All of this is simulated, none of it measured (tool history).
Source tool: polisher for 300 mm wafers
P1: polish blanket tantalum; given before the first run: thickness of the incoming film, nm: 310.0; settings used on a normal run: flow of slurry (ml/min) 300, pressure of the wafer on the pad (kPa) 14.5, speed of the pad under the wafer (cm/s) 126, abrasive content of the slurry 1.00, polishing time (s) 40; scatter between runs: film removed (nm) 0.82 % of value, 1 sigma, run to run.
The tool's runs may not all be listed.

| run | hour | flow of slurry (ml/min) | pressure of the wafer on the pad (kPa) | speed of the pad under the wafer (cm/s) | abrasive content of the slurry | polishing time (s) | film removed (nm) |
|---|---|---|---|---|---|---|---|
| 1 | 4.8 | 300 | 14.5 | 126 | 1.00 | 40 | 87.397 |
| 2 | 9.1 | 300 | 14.5 | 126 | 1.00 | 52 | 114.200 |
| 3 | 13.5 | 300 | 14.5 | 126 | 1.00 | 40 | 89.039 |
| 4 | 18.2 | 300 | 14.5 | 126 | 1.00 | 24 | 53.546 |
| 5 | 21.7 | 300 | 14.5 | 126 | 1.00 | 40 | 89.071 |
| 6 | 27.1 | 300 | 8.3 | 126 | 1.00 | 40 | 50.619 |
| 7 | 30.2 | 300 | 14.5 | 126 | 1.00 | 40 | 88.632 |
| 8 | 33.1 | 180 | 14.5 | 126 | 1.00 | 60 | 123.590 |
| 9 | 38.3 | 300 | 20.7 | 126 | 1.00 | 40 | 125.310 |
| 10 | 41.9 | 300 | 14.5 | 126 | 1.25 | 40 | 93.028 |
| 11 | 44.3 | 300 | 14.5 | 126 | 1.00 | 40 | 88.534 |
| 12 | 48.2 | 205 | 14.5 | 126 | 1.00 | 40 | 83.994 |
|  | 52.1 | slurry blender recalibrated |
| 13 | 53.0 | 300 | 11.0 | 126 | 1.00 | 51 | 85.241 |
| 14 | 58.2 | 300 | 14.5 | 126 | 0.55 | 40 | 72.301 |
| 15 | 61.4 | 415 | 14.5 | 126 | 1.00 | 40 | 90.206 |
| 16 | 65.9 | 300 | 14.5 | 76 | 1.00 | 40 | 53.293 |
| 17 | 69.9 | 300 | 14.5 | 126 | 1.00 | 40 | 88.467 |
| 18 | 73.0 | 300 | 14.5 | 184 | 1.00 | 40 | 129.500 |
| 19 | 78.5 | 300 | 14.5 | 126 | 1.00 | 40 | 88.983 |
| 20 | 81.1 | 300 | 14.5 | 126 | 1.00 | 40 | 87.135 |
| 21 | 85.5 | 300 | 14.5 | 126 | 1.00 | 40 | 83.860 |
| 22 | 88.1 | 300 | 14.5 | 126 | 1.00 | 40 | 84.069 |
| 23 | 91.3 | 300 | 14.5 | 126 | 1.00 | 40 | 82.926 |
| 24 | 93.8 | 300 | 14.5 | 126 | 1.00 | 40 | 82.649 |
|  | 96.7 | slurry nozzle cleaned |
| 25 | 98.4 | 300 | 14.5 | 126 | 1.00 | 40 | 82.319 |
| 26 | 103.4 | 300 | 14.5 | 126 | 1.00 | 40 | 82.434 |
|  | 106.5 | head pressure recalibrated |
| 27 | 107.8 | 300 | 14.5 | 126 | 1.00 | 40 | 81.985 |
| 28 | 110.4 | 300 | 14.5 | 126 | 1.00 | 40 | 82.682 |
| 29 | 113.3 | 300 | 14.5 | 126 | 1.00 | 40 | 82.810 |
| 30 | 116.7 | 300 | 14.5 | 126 | 1.00 | 40 | 80.633 |

What P1 gives has crept off from where it sat before. The 2 causes that follow fit the log equally well, each at the size noted:
A: removal rate lost through wear of the pad, % = 7.17
B: abrasive missing from the slurry, % = 21.3
At approximately hour 78.5, the process output began to creep.
The rest of the possible causes, and what rules out each one:
slurry flow missing at the pad, %: serviced after onset, at hour 96.7, with no recovery of the prior output
head's pressure below its setpoint, %: serviced after onset, at hour 106.5, with no recovery of the prior output

Which of the check runs below tells the causes apart, meaning the causes would give it clearly different results? Each run uses 3 wafers whose results are averaged, and each result is shown as a question mark.
| check 1 | 120.1 | 300 | 14.5 | 126 | 1.20 | 40 | ? |
| check 2 | 120.1 | 300 | 20.0 | 98 | 1.00 | 40 | ? |
| check 3 | 120.1 | 300 | 14.5 | 126 | 0.55 | 40 | ? |
| check 4 | 120.1 | 300 | 11.0 | 90 | 1.00 | 40 | ? |

Check results expected under each cause:
| check | result | if A | if B |
|---|---|---|---|
| check 1 | film removed (nm) | 85.954 | 86.725 |
| check 2 | film removed (nm) | 87.924 | 87.917 |
| check 3 | film removed (nm) | 66.350 | 64.163 |
| check 4 | film removed (nm) | 44.550 | 44.546 |
Per check, the gap between the least separated pair of causes, taken in the result that splits them most: check 1 0.89 %; check 2 0.01 %; check 3 3.35 %; check 4 0.01 %
Check 3 distinguishes between the causes, while the remaining checks would return nearly the same result for all of them.

With check 3 done, the readings were: film removed (nm) 66.520. Identify which of the listed causes applies.

The correct cause is A, namely: removal rate lost through wear of the pad, %.
